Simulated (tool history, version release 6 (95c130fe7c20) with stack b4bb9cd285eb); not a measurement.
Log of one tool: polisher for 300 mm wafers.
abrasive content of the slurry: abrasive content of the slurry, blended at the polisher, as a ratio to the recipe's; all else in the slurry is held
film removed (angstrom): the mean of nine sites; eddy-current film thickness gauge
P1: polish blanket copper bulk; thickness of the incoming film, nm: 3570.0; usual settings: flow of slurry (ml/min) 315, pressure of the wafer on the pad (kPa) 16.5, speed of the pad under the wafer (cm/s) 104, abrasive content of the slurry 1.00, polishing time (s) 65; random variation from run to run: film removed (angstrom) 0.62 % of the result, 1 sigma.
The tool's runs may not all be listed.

run	hour	flow of slurry (ml/min)	pressure of the wafer on the pad (kPa)	speed of the pad under the wafer (cm/s)	abrasive content of the slurry	polishing time (s)	film removed (angstrom)
1	15.7	315	16.5	104	1.00	65	4321.2
2	31.3	315	24.1	104	1.00	65	6284.3
3	40.5	415	16.5	104	1.00	65	4447.8
4	51.7	315	16.5	104	0.75	65	4089.8
5	58.9	315	16.5	104	1.00	30	1987.8
6	74.2	315	16.5	104	1.00	65	4330.6
7	89.7	190	16.5	104	1.00	65	4111.2
8	100.4	315	16.5	104	1.00	65	4299.4
9	108.0	315	16.5	104	1.00	65	4269.5
10	119.2	315	16.5	142	1.00	65	5983.8
11	133.9	315	16.5	58	1.00	65	2403.0
12	146.9	315	7.6	104	1.00	65	1966.3
13	154.0	315	16.5	104	1.00	90	5992.8
14	166.4	315	16.5	104	1.00	65	4360.0

Forecast run 15:
15	179.2	315	16.5	104	1.00	65	?

{"run 15": {"film removed (angstrom)": 4350.1}}
